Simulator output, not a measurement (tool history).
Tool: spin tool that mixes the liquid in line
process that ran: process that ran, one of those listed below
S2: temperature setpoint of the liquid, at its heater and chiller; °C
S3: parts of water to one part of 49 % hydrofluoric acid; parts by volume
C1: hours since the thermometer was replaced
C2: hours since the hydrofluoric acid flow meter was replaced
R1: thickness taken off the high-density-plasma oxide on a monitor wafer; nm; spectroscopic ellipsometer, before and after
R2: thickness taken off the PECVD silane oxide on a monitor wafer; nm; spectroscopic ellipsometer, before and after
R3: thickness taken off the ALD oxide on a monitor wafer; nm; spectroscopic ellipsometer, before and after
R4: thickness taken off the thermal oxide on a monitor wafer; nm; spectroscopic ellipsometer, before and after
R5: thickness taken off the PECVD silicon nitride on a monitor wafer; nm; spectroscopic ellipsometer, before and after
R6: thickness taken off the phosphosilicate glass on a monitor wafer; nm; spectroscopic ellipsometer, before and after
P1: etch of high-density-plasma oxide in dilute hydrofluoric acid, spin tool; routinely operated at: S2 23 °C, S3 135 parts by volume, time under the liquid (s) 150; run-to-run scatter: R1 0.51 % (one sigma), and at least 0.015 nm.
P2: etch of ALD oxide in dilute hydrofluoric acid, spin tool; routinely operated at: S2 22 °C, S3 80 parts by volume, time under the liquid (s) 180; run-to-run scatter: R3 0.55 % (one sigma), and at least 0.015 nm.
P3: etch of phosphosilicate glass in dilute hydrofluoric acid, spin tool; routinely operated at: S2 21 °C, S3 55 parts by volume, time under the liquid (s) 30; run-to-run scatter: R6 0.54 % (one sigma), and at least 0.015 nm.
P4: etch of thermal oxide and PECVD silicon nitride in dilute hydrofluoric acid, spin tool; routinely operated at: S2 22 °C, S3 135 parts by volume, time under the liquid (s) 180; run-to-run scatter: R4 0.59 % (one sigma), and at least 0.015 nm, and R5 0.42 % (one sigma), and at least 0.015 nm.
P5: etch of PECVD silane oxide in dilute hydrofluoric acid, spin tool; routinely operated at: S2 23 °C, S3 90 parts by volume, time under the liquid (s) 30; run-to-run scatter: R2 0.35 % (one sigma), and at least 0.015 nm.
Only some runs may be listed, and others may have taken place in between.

Run 1, hour 10: process that ran P1, S2 23 °C, S3 135 parts by volume, time under the liquid (s) 150; C1 816.9; C2 153.1. Result: R1 6.7389 nm.
Run 2, hour 17: process that ran P5, S2 23 °C, S3 90 parts by volume, time under the liquid (s) 30; C1 823.9; C2 160.1. Result: R2 11.543 nm.
Run 3, hour 26.1: process that ran P1, S2 23 °C, S3 135 parts by volume, time under the liquid (s) 35; C1 833; C2 169.2. Result: R1 1.6015 nm.
Run 4, hour 33.6: process that ran P2, S2 22 °C, S3 80 parts by volume, time under the liquid (s) 180; C1 840.5; C2 176.7. Result: R3 20.578 nm.
Run 5, hour 43.1: process that ran P1, S2 23 °C, S3 60 parts by volume, time under the liquid (s) 150; C1 850; C2 186.2. Result: R1 16.599 nm.
Run 6, hour 54.1: process that ran P4, S2 22 °C, S3 135 parts by volume, time under the liquid (s) 180; C1 861; C2 197.2. Result: R4 5.4567 nm, R5 6.5849 nm.
Run 7, hour 63.2: process that ran P3, S2 21 °C, S3 55 parts by volume, time under the liquid (s) 30; C1 870.1; C2 206.3. Result: R6 44.297 nm.
Run 8, hour 74.6: process that ran P5, S2 23 °C, S3 90 parts by volume, time under the liquid (s) 30; C1 881.5; C2 217.7. Result: R2 11.484 nm.
Run 9, hour 83.9: process that ran P2, S2 22 °C, S3 80 parts by volume, time under the liquid (s) 15; C1 890.8; C2 227. Result: R3 1.7254 nm.
Run 10, hour 97.1: process that ran P2, S2 22 °C, S3 80 parts by volume, time under the liquid (s) 180; C1 904; C2 240.2. Result: R3 20.161 nm.
Run 11, hour 106.5: process that ran P1, S2 18.5 °C, S3 135 parts by volume, time under the liquid (s) 150; C1 913.4; C2 249.6. Result: R1 5.6296 nm.
Run 12, hour 115: process that ran P1, S2 23 °C, S3 135 parts by volume, time under the liquid (s) 150; C1 921.9; C2 258.1. Result: R1 6.7792 nm.
Run 13, hour 122.8: process that ran P1, S2 23 °C, S3 235 parts by volume, time under the liquid (s) 40; C1 929.7; C2 265.9. Result: R1 0.92285 nm.
Run 14, hour 134: process that ran P1, S2 23 °C, S3 135 parts by volume, time under the liquid (s) 150; C1 940.9; C2 277.1. Result: R1 6.7688 nm.
Run 15, hour 140.7: process that ran P4, S2 22 °C, S3 135 parts by volume, time under the liquid (s) 180; C1 947.6; C2 283.8. Result: R4 5.3805 nm, R5 6.6057 nm.
Run 16, hour 151.3: process that ran P2, S2 17.5 °C, S3 80 parts by volume, time under the liquid (s) 180; C1 958.2; C2 294.4. Result: R3 17.152 nm.
Run 17, hour 163.9: process that ran P1, S2 23 °C, S3 195 parts by volume, time under the liquid (s) 245; C1 970.8; C2 307. Result: R1 7.0889 nm.
Run 18, hour 175.5: process that ran P5, S2 23 °C, S3 90 parts by volume, time under the liquid (s) 65; C1 982.4; C2 318.6. Result: R2 24.906 nm.
Run 19, hour 183.9: process that ran P4, S2 22 °C, S3 135 parts by volume, time under the liquid (s) 80; C1 990.8; C2 327. Result: R4 2.412 nm, R5 2.9604 nm.
Run 20, hour 191.4: process that ran P5, S2 23 °C, S3 155 parts by volume, time under the liquid (s) 30; C1 998.3; C2 334.5. Result: R2 6.1926 nm.
Run 21, hour 203.6: process that ran P2, S2 22 °C, S3 20 parts by volume, time under the liquid (s) 180; C1 1010.5; C2 346.7. Result: R3 88.581 nm.
Run 22, hour 210.9: process that ran P1, S2 23 °C, S3 135 parts by volume, time under the liquid (s) 150; C1 1017.8; C2 354. Result: R1 6.7653 nm.
Run 23, hour 221.3: process that ran P1, S2 23 °C, S3 135 parts by volume, time under the liquid (s) 150; C1 1028.2; C2 364.4. Result: R1 6.7913 nm.
Run 24, hour 230.5: process that ran P4, S2 18 °C, S3 135 parts by volume, time under the liquid (s) 180; C1 1037.4; C2 373.6. Result: R4 4.6004 nm, R5 5.0029 nm.
Run 25, hour 239.8: process that ran P1, S2 23 °C, S3 135 parts by volume, time under the liquid (s) 150; C1 1046.7; C2 382.9. Result: R1 6.7487 nm.
Run 26, hour 249.4: process that ran P4, S2 22 °C, S3 85 parts by volume, time under the liquid (s) 180; C1 1056.3; C2 392.5. Result: R4 9.0712 nm, R5 10.367 nm.
Run 27, hour 258.1: process that ran P5, S2 17 °C, S3 90 parts by volume, time under the liquid (s) 30; C1 1065; C2 401.2. Result: R2 8.9726 nm.
Run 28, hour 268: process that ran P1, S2 23 °C, S3 205 parts by volume, time under the liquid (s) 150; C1 1074.9; C2 411.1. Result: R1 4.1048 nm.
Run 29, hour 276.1: process that ran P3, S2 21 °C, S3 30 parts by volume, time under the liquid (s) 30; C1 1083; C2 419.2. Result: R6 83.2 nm.
Run 30, hour 288.3: process that ran P3, S2 17 °C, S3 55 parts by volume, time under the liquid (s) 30; C1 1095.2; C2 431.4. Result: R6 37.309 nm.
Run 31, hour 298.4: process that ran P3, S2 21 °C, S3 55 parts by volume, time under the liquid (s) 50; C1 1105.3; C2 441.5. Result: R6 73.598 nm.
Run 32, hour 309.1: process that ran P1, S2 28.5 °C, S3 135 parts by volume, time under the liquid (s) 150; C1 1116; C2 452.2. Result: R1 8.2975 nm.
Run 33, hour 319.9: process that ran P1, S2 23 °C, S3 135 parts by volume, time under the liquid (s) 290; C1 1126.8; C2 463. Result: R1 13.04 nm.
Run 34, hour 326.6: process that ran P1, S2 23 °C, S3 135 parts by volume, time under the liquid (s) 150; C1 1133.5; C2 469.7. Result: R1 6.8283 nm.
Run 35, hour 339.1: process that ran P1, S2 23 °C, S3 135 parts by volume, time under the liquid (s) 150; C1 1146; C2 482.2. Result: R1 6.579 nm.
Run 36, hour 346.5: process that ran P1, S2 23 °C, S3 135 parts by volume, time under the liquid (s) 150; C1 1153.4; C2 489.6. Result: R1 6.482 nm.
Run 37, hour 360.3: process that ran P1, S2 23 °C, S3 135 parts by volume, time under the liquid (s) 150; C1 1167.2; C2 503.4. Result: R1 6.4252 nm.
Run 38, hour 368.2: process that ran P1, S2 23 °C, S3 135 parts by volume, time under the liquid (s) 150; C1 1175.1; C2 511.3. Result: R1 6.3838 nm.
Run 39, hour 377.3: process that ran P1, S2 23 °C, S3 135 parts by volume, time under the liquid (s) 150; C1 1184.2; C2 520.4. Result: R1 6.356 nm.
Run 40, hour 389: process that ran P1, S2 23 °C, S3 135 parts by volume, time under the liquid (s) 150; C1 1195.9; C2 532.1. Result: R1 6.382 nm.
Run 41, hour 401.4: process that ran P1, S2 23 °C, S3 135 parts by volume, time under the liquid (s) 150; C1 1208.3; C2 544.5. Result: R1 6.2822 nm.

Run 42 has not been measured yet. What should we expect?
Run 42, hour 412.6: process that ran P1, S2 23 °C, S3 135 parts by volume, time under the liquid (s) 150; C1 1219.5; C2 555.7. Result: R1 ?.

{"run 42": {"R1": 6.2795}}
